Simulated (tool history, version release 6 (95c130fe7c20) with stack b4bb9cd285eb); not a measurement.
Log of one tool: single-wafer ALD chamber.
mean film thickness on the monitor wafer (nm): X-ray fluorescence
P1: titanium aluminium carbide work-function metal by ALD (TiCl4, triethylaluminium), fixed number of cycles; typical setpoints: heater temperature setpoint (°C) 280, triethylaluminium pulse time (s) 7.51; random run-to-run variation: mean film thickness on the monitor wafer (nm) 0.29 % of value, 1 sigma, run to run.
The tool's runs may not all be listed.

run,hour,heater temperature setpoint (°C),triethylaluminium pulse time (s),mean film thickness on the monitor wafer (nm)
1,10.9,280,7.51,1.7869
2,19.3,280,7.51,1.7854
3,29.4,280,7.51,1.7771
# hour 32.8: thermocouple changed; heater temperature recalibrated
4,38.8,291,3.24,1.3592
5,49.1,294,9.48,1.9747
6,63.4,280,12.29,1.8986
7,77.4,293,10.28,1.9863
8,88.5,280,7.51,1.7811
9,102.1,280,7.51,1.7856
10,110.3,280,3.24,1.2946
11,127.6,258,7.51,1.5974
12,140.2,280,7.51,1.7817
13,148.6,291,7.51,1.8803
14,160.7,280,7.51,1.7849
15,175.8,280,7.51,1.7692
16,192.5,280,7.51,1.7524
17,207.7,280,7.51,1.7592
18,220,280,7.51,1.7526
19,236.1,280,7.51,1.7464
20,251,280,7.51,1.7459
21,265.6,280,7.51,1.7521

The log shows P1 creeping away from where it was. Any of the 2 causes listed here, at the size stated for it, fits the log just as well as the others:
A: wafer temperature below the value expected at the setpoint (K) = 3.74
B: triethylaluminium dose below that of a fresh bottle (%) = 7.51
Creep in the process output first set in at about hour 160.7.

Of the 4 check runs listed below, each run on one wafer and each result written as a question mark, which would let you distinguish the listed causes because they would give clearly different results?
check 1,280.2,264,7.51,?
check 2,280.2,280,3.65,?
check 3,280.2,262,7.51,?
check 4,280.2,291,7.51,?

If the cause were each of the candidates in turn, the checks would give the following:
check,result,if A,if B
check 1,mean film thickness on the monitor wafer (nm),1.6187,1.6204
check 2,mean film thickness on the monitor wafer (nm),1.3545,1.3243
check 3,mean film thickness on the monitor wafer (nm),1.6025,1.6044
check 4,mean film thickness on the monitor wafer (nm),1.8414,1.8402
Distance between the nearest two causes, measured in the result of the check that separates them most: check 1 0.11 %; check 2 2.26 %; check 3 0.12 %; check 4 0.07 %
Only in check 2 would the causes give clearly different results; in the remaining checks their results would be nearly the same.

Running check 2 produced the following: mean film thickness on the monitor wafer (nm) 1.3236. Which one of the listed causes fits?

Of the candidate causes, it is B: triethylaluminium dose below that of a fresh bottle (%).

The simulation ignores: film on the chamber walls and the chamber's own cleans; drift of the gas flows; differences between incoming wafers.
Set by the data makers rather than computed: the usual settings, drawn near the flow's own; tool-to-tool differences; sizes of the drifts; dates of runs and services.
